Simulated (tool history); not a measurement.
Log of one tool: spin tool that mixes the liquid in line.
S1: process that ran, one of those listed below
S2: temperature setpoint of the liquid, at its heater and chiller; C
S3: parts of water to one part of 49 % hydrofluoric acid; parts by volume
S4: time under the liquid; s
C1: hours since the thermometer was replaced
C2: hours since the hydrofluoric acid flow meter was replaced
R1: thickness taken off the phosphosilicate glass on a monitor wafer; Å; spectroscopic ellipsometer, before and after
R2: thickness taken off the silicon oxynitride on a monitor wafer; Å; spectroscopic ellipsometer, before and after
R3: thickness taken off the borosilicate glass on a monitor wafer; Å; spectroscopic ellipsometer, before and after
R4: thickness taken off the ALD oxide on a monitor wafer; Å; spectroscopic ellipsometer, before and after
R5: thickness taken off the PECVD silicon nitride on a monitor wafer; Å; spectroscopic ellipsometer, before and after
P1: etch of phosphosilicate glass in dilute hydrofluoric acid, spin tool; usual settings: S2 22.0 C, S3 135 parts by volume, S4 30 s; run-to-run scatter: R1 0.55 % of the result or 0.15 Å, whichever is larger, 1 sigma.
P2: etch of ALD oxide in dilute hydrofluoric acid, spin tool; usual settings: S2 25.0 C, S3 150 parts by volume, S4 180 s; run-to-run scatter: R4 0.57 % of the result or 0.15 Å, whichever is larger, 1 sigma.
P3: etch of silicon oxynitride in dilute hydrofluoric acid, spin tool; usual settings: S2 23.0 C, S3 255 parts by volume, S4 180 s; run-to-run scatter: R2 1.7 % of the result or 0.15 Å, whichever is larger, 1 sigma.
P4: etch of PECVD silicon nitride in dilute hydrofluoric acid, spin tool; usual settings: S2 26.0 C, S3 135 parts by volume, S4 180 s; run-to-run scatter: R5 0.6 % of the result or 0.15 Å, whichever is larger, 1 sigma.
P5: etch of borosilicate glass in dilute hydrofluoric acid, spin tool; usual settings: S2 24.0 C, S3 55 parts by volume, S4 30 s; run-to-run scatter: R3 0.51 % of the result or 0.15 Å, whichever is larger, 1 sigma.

run	hour	S1	S2	S3	S4	C1	C2	R1	R2	R3	R4	R5
1	17.7	P1	22.0	135	30	523.6	1162.0	132.830				
2	32.2	P1	22.0	135	45	538.1	1176.5	196.740				
3	43.3	P1	22.0	25	30	549.2	1187.6	813.390				
4	52.6	P3	18.0	255	180	558.5	1196.9		13.2170			
5	67.0	P3	23.0	255	180	572.9	1211.3		15.3440			
6	78.5	P1	22.0	135	30	584.4	1222.8	130.770				
7	89.7	P5	24.0	55	45	595.6	1234.0			266.21		
8	107.6	P2	25.0	150	180	613.5	1251.9				139.80	
9	122.5	P4	26.0	135	300	628.4	1266.8					64.186
10	140.1	P4	26.0	135	180	646.0	1284.4					38.902
11	153.7	P1	22.0	50	15	659.6	1298.0	197.550				
12	164.4	P1	30.0	80	30	670.3	1308.7	320.620				
13	173.6	P5	24.0	55	30	679.5	1317.9			178.12		
14	192.0	P1	22.0	185	30	697.9	1336.3	91.082				
15	202.9	P3	23.0	130	180	708.8	1347.2		33.5460			
# hour 206.1: thermometer replaced
16	214.7	P1	27.5	135	30	8.7	1359.0	162.760				
17	228.4	P1	22.0	135	30	22.4	1372.7	131.970				
18	238.6	P3	23.0	255	50	32.6	1382.9		4.4564			
19	247.5	P1	22.0	135	30	41.5	1391.8	132.020				
20	255.9	P1	17.0	135	30	49.9	1400.2	106.850				
21	270.6	P5	17.0	55	30	64.6	1414.9			131.44		
22	287.1	P2	25.0	85	180	81.1	1431.4				266.08	
23	299.6	P4	20.0	135	180	93.6	1443.9					25.712
24	310.9	P1	22.0	135	30	104.9	1455.2	131.380				
25	324.9	P5	24.0	55	30	118.9	1469.2			178.32		
# hour 336.6: hydrofluoric acid flow meter replaced
26	339.7	P2	30.0	150	180	133.7	3.1				168.87	

The next listed run, before its measurement:
27	354.6	P3	23.0	255	180	148.6	18.0		?			

R2: 15.6610 Å
